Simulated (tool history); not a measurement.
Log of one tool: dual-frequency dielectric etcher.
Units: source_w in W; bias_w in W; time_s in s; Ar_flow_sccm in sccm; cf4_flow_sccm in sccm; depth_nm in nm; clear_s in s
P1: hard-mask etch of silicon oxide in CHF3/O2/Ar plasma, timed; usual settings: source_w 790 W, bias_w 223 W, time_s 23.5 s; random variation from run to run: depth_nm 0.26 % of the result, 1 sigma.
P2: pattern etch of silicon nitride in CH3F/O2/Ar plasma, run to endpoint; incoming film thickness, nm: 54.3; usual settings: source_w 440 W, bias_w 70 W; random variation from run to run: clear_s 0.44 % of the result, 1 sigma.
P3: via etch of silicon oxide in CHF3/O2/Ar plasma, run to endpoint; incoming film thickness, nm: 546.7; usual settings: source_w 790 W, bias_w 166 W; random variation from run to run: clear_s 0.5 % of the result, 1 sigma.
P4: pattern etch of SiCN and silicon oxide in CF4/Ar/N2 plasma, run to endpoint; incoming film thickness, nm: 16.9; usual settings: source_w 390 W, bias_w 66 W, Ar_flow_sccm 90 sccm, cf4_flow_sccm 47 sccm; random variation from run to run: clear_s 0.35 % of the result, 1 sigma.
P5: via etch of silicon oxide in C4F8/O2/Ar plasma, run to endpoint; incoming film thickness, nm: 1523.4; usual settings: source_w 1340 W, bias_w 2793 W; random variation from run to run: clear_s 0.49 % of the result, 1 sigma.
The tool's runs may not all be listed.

run     day  process  source_w  bias_w  time_s  Ar_flow_sccm  cf4_flow_sccm  hours since the last wet clean  hours since the last source power generator calibration  hours since the last bias power generator calibration  depth_nm  clear_s
  1   0.529       P1       790     223    23.5                                                        173.6                                                   3002.5                                                 1912.2    54.032
  2   0.954       P1       500     223    17.5                                                        183.8                                                   3012.7                                                 1922.4    33.908
  3   1.258       P1       560     223    34.0                                                        191.1                                                   3020.0                                                 1929.7    68.509
  4   1.604       P1       790     290    29.5                                                        199.4                                                   3028.3                                                 1938.0    74.128
  5   1.938       P2       440      70                                                                207.4                                                   3036.3                                                 1946.0             78.276
  6   2.279       P4       390      66                    90             47                           215.6                                                   3044.5                                                 1954.2             24.165
  7   2.917       P4       390      43                    90             47                           230.9                                                   3059.8                                                 1969.5             27.888
  8   3.438       P1       790     223    23.5                                                        243.4                                                   3072.3                                                 1982.0    54.181
  9   3.917       P5       920    2793                                                                254.9                                                   3083.8                                                 1993.5            358.830
 10   4.538       P1       790     282    23.5                                                        269.8                                                   3098.7                                                 2008.4    58.567
 11   5.075       P3       790     166                                                                282.7                                                   3111.6                                                 2021.3            255.690
 12   5.729       P1       790     223    23.5                                                        298.4                                                   3127.3                                                 2037.0    53.877
 13   6.383       P3       610     166                                                                314.1                                                   3143.0                                                 2052.7            279.700
 14   7.004       P5      1340    3894                                                                329.0                                                   3157.9                                                 2067.6            277.800
 15   7.392       P4       390      66                    90             47                           338.3                                                   3167.2                                                 2076.9             23.995
 16   7.679       P1       790     223    23.5                                                        345.2                                                   3174.1                                                 2083.8    53.873
 17   8.229       P1       790     223    23.5                                                        358.4                                                   3187.3                                                 2097.0    54.149
 18   8.625       P4       470      66                    90             47                           367.9                                                   3196.8                                                 2106.5             20.443
 19   9.125       P1       790     223    23.5                                                        379.9                                                   3208.8                                                 2118.5    54.229
 20   9.412       P4       390      66                    67             47                           386.8                                                   3215.7                                                 2125.4             23.070
 21   9.979       P2       570      70                                                                400.4                                                   3229.3                                                 2139.0             70.838
 22  10.521       P3       790     230                                                                413.4                                                   3242.3                                                 2152.0            226.870
 23  11.154       P1       790     223    14.0                                                        428.6                                                   3257.5                                                 2167.2    32.149
 24  11.521       P1       790     223    23.5                                                        437.4                                                   3266.3                                                 2176.0    53.992
 25  12.012       P1       790     151    23.5                                                        449.2                                                   3278.1                                                 2187.8    47.624
 26  12.567       P4       390      66                    90             59                           462.5                                                   3291.4                                                 2201.1             23.338
 27  12.950       P1       980     223    23.5                                                        471.7                                                   3300.6                                                 2210.3    58.529
 28  13.600       P5      1340    2793                                                                487.3                                                   3316.2                                                 2225.9            309.490
 29  14.204       P2       440      97                                                                501.8                                                   3330.7                                                 2240.4             69.986
 30  14.821       P1       790     223    32.5                                                        516.6                                                   3345.5                                                 2255.2    74.774
 31  15.242       P2       440      70                                                                526.7                                                   3355.6                                                 2265.3             78.785
 32  15.546       P1       520     223    23.5                                                        534.0                                                   3362.9                                                 2272.6    45.987
 33  16.104       P1       790     223    23.5                                                        547.4                                                   3376.3                                                 2286.0    53.918
 34  16.600       P1       790     223    23.5                                                        559.3                                                   3388.2                                                 2297.9    53.997
 35  16.971       P1       790     223    23.5                                                        568.2                                                   3397.1                                                 2306.8    53.656
 36  17.300       P1       790     223    23.5                                                        576.1                                                   3405.0                                                 2314.7    53.383
 37  17.812       P1       790     223    23.5                                                        588.4                                                   3417.3                                                 2327.0    53.355
     17.962  -- wet clean of the chamber
 38  18.246       P1       790     223    23.5                                                          6.9                                                   3427.7                                                 2337.4    53.380
 39  18.721       P1       790     223    23.5                                                         18.3                                                   3439.1                                                 2348.8    53.274
 40  19.296       P1       790     223    23.5                                                         32.1                                                   3452.9                                                 2362.6    53.326
 41  19.754       P1       790     223    23.5                                                         43.1                                                   3463.9                                                 2373.6    53.248
 42  20.104       P1       790     223    23.5                                                         51.5                                                   3472.3                                                 2382.0    53.283

What P1 gives has crept away from where it was. These 2 causes fit the log equally well, each at the size given:
A: bias power that arrives under what is set, % = 4.51
B: source power that arrives under what is set, % = 4.07
The creep began at about day 16.104.
Why every other cause is out:
chamber walls in a state that lowers the etch rate, %: serviced at day 17.962, which brought nothing back

4 check runs are offered, each on 2 wafers whose results are averaged, their results left as question marks. Which one tells the causes apart?
check 1  20.454       P2       520      91                                                                                                                                                                                                       ?
check 2  20.454       P5      1040    3694                                                                                                                                                                                                       ?
check 3  20.454       P3       650     225                                                                                                                                                                                                       ?
check 4  20.454       P4       450      56                    90             47                                                                                                                                                                  ?

What each check would give under each cause:
  check   result     if A     if B
check 1  clear_s   68.447   68.404
check 2  clear_s  316.900  317.020
check 3  clear_s  251.890  251.810
check 4  clear_s   22.879   23.372
How far apart the two closest causes lie, in the result that separates them most: check 1 0.06 %; check 2 0.04 %; check 3 0.03 %; check 4 2.13 %
Only check 4 tells the causes apart: in the others they would give nearly the same result.

Check 4 was then run and gave: clear_s 22.947 s. Which cause is it?

It is A: bias power that arrives under what is set, %.
